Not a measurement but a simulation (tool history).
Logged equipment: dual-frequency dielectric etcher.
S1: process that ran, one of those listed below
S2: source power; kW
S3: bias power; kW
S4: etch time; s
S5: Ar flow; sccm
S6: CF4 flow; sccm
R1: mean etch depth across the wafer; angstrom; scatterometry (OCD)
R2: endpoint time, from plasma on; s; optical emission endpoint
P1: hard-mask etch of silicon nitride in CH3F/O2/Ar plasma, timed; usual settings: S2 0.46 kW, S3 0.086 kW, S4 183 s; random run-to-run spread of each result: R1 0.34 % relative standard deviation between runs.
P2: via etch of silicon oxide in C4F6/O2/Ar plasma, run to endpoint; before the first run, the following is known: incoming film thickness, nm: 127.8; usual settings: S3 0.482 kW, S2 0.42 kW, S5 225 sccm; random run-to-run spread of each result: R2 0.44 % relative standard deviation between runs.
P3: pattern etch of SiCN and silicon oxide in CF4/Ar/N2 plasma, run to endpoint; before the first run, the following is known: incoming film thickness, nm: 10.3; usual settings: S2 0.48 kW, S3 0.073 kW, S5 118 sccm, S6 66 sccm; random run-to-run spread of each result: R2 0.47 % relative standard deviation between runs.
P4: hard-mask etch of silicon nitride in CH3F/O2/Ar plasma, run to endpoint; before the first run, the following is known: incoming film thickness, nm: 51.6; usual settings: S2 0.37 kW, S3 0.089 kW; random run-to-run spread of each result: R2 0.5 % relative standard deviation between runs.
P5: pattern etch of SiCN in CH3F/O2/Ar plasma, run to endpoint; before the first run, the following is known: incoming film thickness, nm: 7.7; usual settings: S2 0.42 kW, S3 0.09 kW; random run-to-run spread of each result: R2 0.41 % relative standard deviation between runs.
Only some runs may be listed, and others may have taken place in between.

run	hour	S1	S2	S3	S4	S5	S6	R1	R2
1	5.7	P1	0.46	0.086	183			1456.8	
2	9.6	P3	0.48	0.073		118	66		11.418
3	13.9	P1	0.46	0.086	263.5			2105.2	
4	19.6	P3	0.67	0.073		118	66		8.4812
5	24.1	P2	0.42	0.323		225			31.065
6	28	P3	0.48	0.073		91	66		10.889
7	35.5	P5	0.28	0.09					21.913
8	41.1	P1	0.46	0.104	183			1573.3	
9	49.7	P5	0.42	0.09					18.623
10	55.5	P1	0.46	0.067	183			1336.5	
# hour 62.4: bias power generator calibrated
11	62.7	P1	0.46	0.086	183			1455.3	
# hour 65.1: source power generator calibrated
12	68.1	P5	0.42	0.126					16.513
13	75.5	P4	0.37	0.089					72.17
14	83.6	P2	0.42	0.482		147			25.659
15	90.7	P1	0.46	0.086	183			1461.4	
16	97	P3	0.48	0.1		118	66		10.137
17	103.2	P1	0.46	0.086	183			1454.3	
18	107.9	P1	0.29	0.118	183			1390.9	
19	114.3	P4	0.5	0.089					64.636
20	120.6	P1	0.46	0.086	137.5			1101.4	
21	126.4	P4	0.37	0.089					72.393
# hour 131: wet clean of the chamber
22	134	P3	0.48	0.073		118	39		12.448
23	138.1	P3	0.48	0.073		118	66		11.31
24	143.6	P1	0.64	0.086	183			1657.8	
25	148.7	P1	0.31	0.086	183			1262.6	
26	152.4	P4	0.37	0.053					86.007
27	161	P2	0.26	0.482		225			31.916
28	167.9	P2	0.42	0.482		225			27.016
29	173.2	P1	0.46	0.086	183			1463.5	
30	178	P1	0.46	0.086	183			1465.5	
31	184.4	P1	0.46	0.086	183			1471.8	
32	188.9	P1	0.46	0.086	183			1479.5	
# hour 191.6: wet clean of the chamber
33	193.8	P1	0.46	0.086	183			1495.7	
34	200.3	P1	0.46	0.086	183			1482.1	
35	205.6	P1	0.46	0.086	183			1486.9	

P1 has crept away from where it was. The log is fitted equally well by each of these 2 causes, at the sizes shown:
A: bias power that arrives over what is set, % = 4.95
B: source power that arrives over what is set, % = 4.66
The creep began at about hour 173.2.
Ruled out, with reasons:
chamber walls in a state that raises the etch rate, %: serviced at hour 191.6, which brought nothing back

Which of the 4 check runs listed below, each an average over 3 wafers with its results shown as question marks, gives clearly different results under the different listed causes?
check 1	210.9	P2	0.26	0.482		225			?
check 2	210.9	P5	0.42	0.123					?
check 3	210.9	P4	0.49	0.054					?
check 4	210.9	P3	0.48	0.096		118	66		?

Outcome of each check run for each possible cause:
check	result	if A	if B
check 1	R2	31.5	31.553
check 2	R2	16.371	16.408
check 3	R2	75.501	75.313
check 4	R2	10.125	9.9051
Distance between the nearest two causes, measured in the result of the check that separates them most: check 1 0.17 %; check 2 0.22 %; check 3 0.25 %; check 4 2.19 %
The causes can be told apart only by check 4. The other checks would give nearly the same results under each of them.

Check 4 was carried out, with these results: R2 9.9234 s. Which of the listed causes is responsible?

The cause is B: source power that arrives over what is set, %.
